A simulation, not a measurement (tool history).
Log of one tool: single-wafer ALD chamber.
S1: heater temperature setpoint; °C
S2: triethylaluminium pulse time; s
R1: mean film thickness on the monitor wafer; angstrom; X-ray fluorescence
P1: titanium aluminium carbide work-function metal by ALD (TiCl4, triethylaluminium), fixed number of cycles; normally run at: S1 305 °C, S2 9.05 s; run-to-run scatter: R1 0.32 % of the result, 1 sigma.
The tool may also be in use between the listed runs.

Run 1, hour 4.3: S1 305 °C, S2 9.05 s. Result: R1 20.016 angstrom.
Run 2, hour 12.8: S1 305 °C, S2 3.42 s. Result: R1 14.449 angstrom.
Run 3, hour 18.6: S1 305 °C, S2 9.05 s. Result: R1 19.777 angstrom.
Run 4, hour 25.4: S1 305 °C, S2 9.05 s. Result: R1 19.888 angstrom.
Run 5, hour 32.9: S1 305 °C, S2 9.05 s. Result: R1 19.863 angstrom.
Run 6, hour 37.4: S1 305 °C, S2 13.12 s. Result: R1 20.472 angstrom.
Run 7, hour 45.4: S1 287 °C, S2 9.05 s. Result: R1 18.298 angstrom.
At hour 46.8: thermocouple changed; heater temperature recalibrated.
Run 8, hour 54.1: S1 305 °C, S2 9.05 s. Result: R1 19.697 angstrom.
Run 9, hour 58.8: S1 328 °C, S2 9.05 s. Result: R1 21.890 angstrom.
Run 10, hour 66.9: S1 305 °C, S2 9.05 s. Result: R1 19.879 angstrom.
Run 11, hour 72.8: S1 305 °C, S2 9.05 s. Result: R1 19.852 angstrom.
Run 12, hour 78.4: S1 318 °C, S2 12.26 s. Result: R1 21.678 angstrom.
Run 13, hour 83.0: S1 305 °C, S2 9.05 s. Result: R1 19.900 angstrom.
Run 14, hour 89.1: S1 305 °C, S2 9.05 s. Result: R1 19.744 angstrom.
Run 15, hour 94.2: S1 305 °C, S2 9.05 s. Result: R1 19.522 angstrom.
Run 16, hour 98.8: S1 305 °C, S2 9.05 s. Result: R1 19.676 angstrom.
Run 17, hour 105.9: S1 305 °C, S2 9.05 s. Result: R1 19.654 angstrom.
Run 18, hour 112.6: S1 305 °C, S2 9.05 s. Result: R1 19.556 angstrom.
Run 19, hour 118.0: S1 305 °C, S2 9.05 s. Result: R1 19.506 angstrom.
Run 20, hour 123.2: S1 305 °C, S2 9.05 s. Result: R1 19.468 angstrom.

Forecast run 21:
Run 21, hour 129.4: S1 305 °C, S2 9.05 s. Result: R1 ?.

Run 21 gave R1 19.510 angstrom.
